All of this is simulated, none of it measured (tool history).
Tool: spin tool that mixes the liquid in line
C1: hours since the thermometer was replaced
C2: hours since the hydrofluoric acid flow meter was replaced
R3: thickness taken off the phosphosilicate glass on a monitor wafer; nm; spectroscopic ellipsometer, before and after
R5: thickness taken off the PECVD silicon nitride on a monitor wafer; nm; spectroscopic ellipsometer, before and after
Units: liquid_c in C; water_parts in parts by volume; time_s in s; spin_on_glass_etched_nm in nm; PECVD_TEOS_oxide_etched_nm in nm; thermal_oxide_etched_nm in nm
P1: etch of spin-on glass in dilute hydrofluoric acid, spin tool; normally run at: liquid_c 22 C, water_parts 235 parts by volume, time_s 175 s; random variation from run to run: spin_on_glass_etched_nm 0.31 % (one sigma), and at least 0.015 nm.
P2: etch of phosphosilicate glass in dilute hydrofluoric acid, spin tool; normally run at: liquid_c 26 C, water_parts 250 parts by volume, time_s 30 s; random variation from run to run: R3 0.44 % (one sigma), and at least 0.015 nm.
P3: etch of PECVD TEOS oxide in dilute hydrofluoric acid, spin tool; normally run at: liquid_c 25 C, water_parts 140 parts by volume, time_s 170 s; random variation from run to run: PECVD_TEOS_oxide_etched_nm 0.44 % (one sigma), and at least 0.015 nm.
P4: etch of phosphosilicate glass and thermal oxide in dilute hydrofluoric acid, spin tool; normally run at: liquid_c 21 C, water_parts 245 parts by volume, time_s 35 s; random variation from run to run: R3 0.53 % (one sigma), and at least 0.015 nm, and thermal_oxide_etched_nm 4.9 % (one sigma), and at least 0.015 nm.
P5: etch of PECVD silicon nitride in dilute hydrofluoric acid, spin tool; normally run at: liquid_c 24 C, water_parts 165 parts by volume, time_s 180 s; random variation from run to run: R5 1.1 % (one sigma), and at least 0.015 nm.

Run 1, hour 10.6: process P1, liquid_c 22 C, water_parts 235 parts by volume, time_s 175 s; C1 791.7; C2 407.2. Result: spin_on_glass_etched_nm 15.889 nm.
Run 2, hour 21.6: process P1, liquid_c 27.5 C, water_parts 235 parts by volume, time_s 175 s; C1 802.7; C2 418.2. Result: spin_on_glass_etched_nm 19.381 nm.
Run 3, hour 31.8: process P3, liquid_c 25 C, water_parts 45 parts by volume, time_s 170 s; C1 812.9; C2 428.4. Result: PECVD_TEOS_oxide_etched_nm 118.15 nm.
Run 4, hour 42: process P1, liquid_c 22 C, water_parts 115 parts by volume, time_s 85 s; C1 823.1; C2 438.6. Result: spin_on_glass_etched_nm 18.026 nm.
Run 5, hour 50: process P3, liquid_c 17 C, water_parts 140 parts by volume, time_s 170 s; C1 831.1; C2 446.6. Result: PECVD_TEOS_oxide_etched_nm 24.379 nm.
Run 6, hour 56.7: process P1, liquid_c 22 C, water_parts 235 parts by volume, time_s 175 s; C1 837.8; C2 453.3. Result: spin_on_glass_etched_nm 15.991 nm.
Run 7, hour 65.6: process P4, liquid_c 21 C, water_parts 80 parts by volume, time_s 35 s; C1 846.7; C2 462.2. Result: R3 71.385 nm, thermal_oxide_etched_nm 1.8509 nm.
Run 8, hour 73.5: process P3, liquid_c 25 C, water_parts 140 parts by volume, time_s 40 s; C1 854.6; C2 470.1. Result: PECVD_TEOS_oxide_etched_nm 7.8207 nm.
Run 9, hour 83.4: process P4, liquid_c 21 C, water_parts 245 parts by volume, time_s 35 s; C1 864.5; C2 480. Result: R3 19.661 nm, thermal_oxide_etched_nm 0.49069 nm.
Run 10, hour 92.5: process P5, liquid_c 24 C, water_parts 165 parts by volume, time_s 180 s; C1 873.6; C2 489.1. Result: R5 2.0482 nm.
Run 11, hour 103.4: process P2, liquid_c 31 C, water_parts 250 parts by volume, time_s 30 s; C1 884.5; C2 500. Result: R3 18.237 nm.
Run 12, hour 114.3: process P1, liquid_c 17 C, water_parts 235 parts by volume, time_s 175 s; C1 895.4; C2 510.9. Result: spin_on_glass_etched_nm 13.159 nm.
Run 13, hour 119.5: process P1, liquid_c 22 C, water_parts 365 parts by volume, time_s 175 s; C1 900.6; C2 516.1. Result: spin_on_glass_etched_nm 9.1355 nm.
Run 14, hour 127.3: process P3, liquid_c 25 C, water_parts 140 parts by volume, time_s 170 s; C1 908.4; C2 523.9. Result: PECVD_TEOS_oxide_etched_nm 33.784 nm.
Run 15, hour 136: process P4, liquid_c 21 C, water_parts 245 parts by volume, time_s 55 s; C1 917.1; C2 532.6. Result: R3 30.744 nm, thermal_oxide_etched_nm 0.81879 nm.
Run 16, hour 144.4: process P1, liquid_c 22 C, water_parts 235 parts by volume, time_s 175 s; C1 925.5; C2 541. Result: spin_on_glass_etched_nm 15.931 nm.
Run 17, hour 153.7: process P4, liquid_c 17 C, water_parts 245 parts by volume, time_s 35 s; C1 934.8; C2 550.3. Result: R3 16.837 nm, thermal_oxide_etched_nm 0.44373 nm.
Run 18, hour 160.1: process P1, liquid_c 17 C, water_parts 335 parts by volume, time_s 175 s; C1 941.2; C2 556.7. Result: spin_on_glass_etched_nm 8.5398 nm.
Run 19, hour 167.9: process P5, liquid_c 27.5 C, water_parts 165 parts by volume, time_s 180 s; C1 949; C2 564.5. Result: R5 2.523 nm.
Run 20, hour 176: process P1, liquid_c 22 C, water_parts 235 parts by volume, time_s 175 s; C1 957.1; C2 572.6. Result: spin_on_glass_etched_nm 15.922 nm.
Run 21, hour 182.2: process P5, liquid_c 24 C, water_parts 165 parts by volume, time_s 80 s; C1 963.3; C2 578.8. Result: R5 0.89761 nm.
Run 22, hour 187.4: process P1, liquid_c 22 C, water_parts 235 parts by volume, time_s 175 s; C1 968.5; C2 584. Result: spin_on_glass_etched_nm 15.857 nm.
Run 23, hour 194.2: process P2, liquid_c 26 C, water_parts 250 parts by volume, time_s 15 s; C1 975.3; C2 590.8. Result: R3 7.5715 nm.
Run 24, hour 202.1: process P5, liquid_c 24 C, water_parts 225 parts by volume, time_s 180 s; C1 983.2; C2 598.7. Result: R5 1.4795 nm.
Run 25, hour 211.8: process P1, liquid_c 22 C, water_parts 235 parts by volume, time_s 175 s; C1 992.9; C2 608.4. Result: spin_on_glass_etched_nm 15.836 nm.
Run 26, hour 219.3: process P2, liquid_c 26 C, water_parts 70 parts by volume, time_s 30 s; C1 1000.4; C2 615.9. Result: R3 67.032 nm.
Run 27, hour 229.8: process P2, liquid_c 26 C, water_parts 250 parts by volume, time_s 30 s; C1 1010.9; C2 626.4. Result: R3 15.156 nm.
Run 28, hour 237.3: process P1, liquid_c 22 C, water_parts 235 parts by volume, time_s 15 s; C1 1018.4; C2 633.9. Result: spin_on_glass_etched_nm 1.3425 nm.
Run 29, hour 244.6: process P1, liquid_c 22 C, water_parts 235 parts by volume, time_s 270 s; C1 1025.7; C2 641.2. Result: spin_on_glass_etched_nm 24.563 nm.
Run 30, hour 250.4: process P1, liquid_c 22 C, water_parts 115 parts by volume, time_s 175 s; C1 1031.5; C2 647. Result: spin_on_glass_etched_nm 36.946 nm.
Run 31, hour 261.4: process P1, liquid_c 22 C, water_parts 235 parts by volume, time_s 175 s; C1 1042.5; C2 658. Result: spin_on_glass_etched_nm 15.952 nm.
Run 32, hour 271.1: process P1, liquid_c 22 C, water_parts 235 parts by volume, time_s 175 s; C1 1052.2; C2 667.7. Result: spin_on_glass_etched_nm 16.406 nm.
Run 33, hour 280.5: process P1, liquid_c 22 C, water_parts 235 parts by volume, time_s 175 s; C1 1061.6; C2 677.1. Result: spin_on_glass_etched_nm 16.58 nm.
Run 34, hour 288.1: process P1, liquid_c 22 C, water_parts 235 parts by volume, time_s 175 s; C1 1069.2; C2 684.7. Result: spin_on_glass_etched_nm 16.78 nm.
Run 35, hour 294.3: process P1, liquid_c 22 C, water_parts 235 parts by volume, time_s 175 s; C1 1075.4; C2 690.9. Result: spin_on_glass_etched_nm 16.814 nm.
Run 36, hour 301.8: process P1, liquid_c 22 C, water_parts 235 parts by volume, time_s 175 s; C1 1082.9; C2 698.4. Result: spin_on_glass_etched_nm 16.837 nm.
Run 37, hour 309.9: process P1, liquid_c 22 C, water_parts 235 parts by volume, time_s 175 s; C1 1091; C2 706.5. Result: spin_on_glass_etched_nm 16.886 nm.
Run 38, hour 318.3: process P1, liquid_c 22 C, water_parts 235 parts by volume, time_s 175 s; C1 1099.4; C2 714.9. Result: spin_on_glass_etched_nm 16.881 nm.

What P1 gives has crept away from where it was. These 2 causes fit the log equally well, each at the size given:
A: liquid hotter than its thermometer reads (K) = 1.64
B: hydrofluoric acid flow above the setpoint (%) = 5.01
The creep began at about hour 261.4.

4 check runs are offered, each on 3 wafers whose results are averaged, their results left as question marks. Which one tells the causes apart?
Run check 1, hour 326.7: process P2, liquid_c 26 C, water_parts 250 parts by volume, time_s 30 s. Result: R3 ?.
Run check 2, hour 326.7: process P5, liquid_c 24 C, water_parts 165 parts by volume, time_s 180 s. Result: R5 ?.
Run check 3, hour 326.7: process P4, liquid_c 21 C, water_parts 245 parts by volume, time_s 35 s. Result: R3 ?, thermal_oxide_etched_nm ?.
Run check 4, hour 326.7: process P3, liquid_c 25 C, water_parts 140 parts by volume, time_s 170 s. Result: PECVD_TEOS_oxide_etched_nm ?.

What each check would give under each cause:
  check                      result     if A     if B
check 1                          R3   16.106   16.185
check 2                          R5   2.2653   2.1419
check 3                          R3   20.854   20.849
check 3     thermal_oxide_etched_nm  0.54843  0.54829
check 4  PECVD_TEOS_oxide_etched_nm   35.661   35.477
How far apart the two closest causes lie, in the result that separates them most: check 1 0.49 %; check 2 5.6 %; check 3 0.03 %; check 4 0.52 %
Check 2 tells the causes apart: in the others they would give nearly the same result.

Then check 2 was run and gave: R5 2.2444 nm. Which cause is it?

It is A: liquid hotter than its thermometer reads (K).

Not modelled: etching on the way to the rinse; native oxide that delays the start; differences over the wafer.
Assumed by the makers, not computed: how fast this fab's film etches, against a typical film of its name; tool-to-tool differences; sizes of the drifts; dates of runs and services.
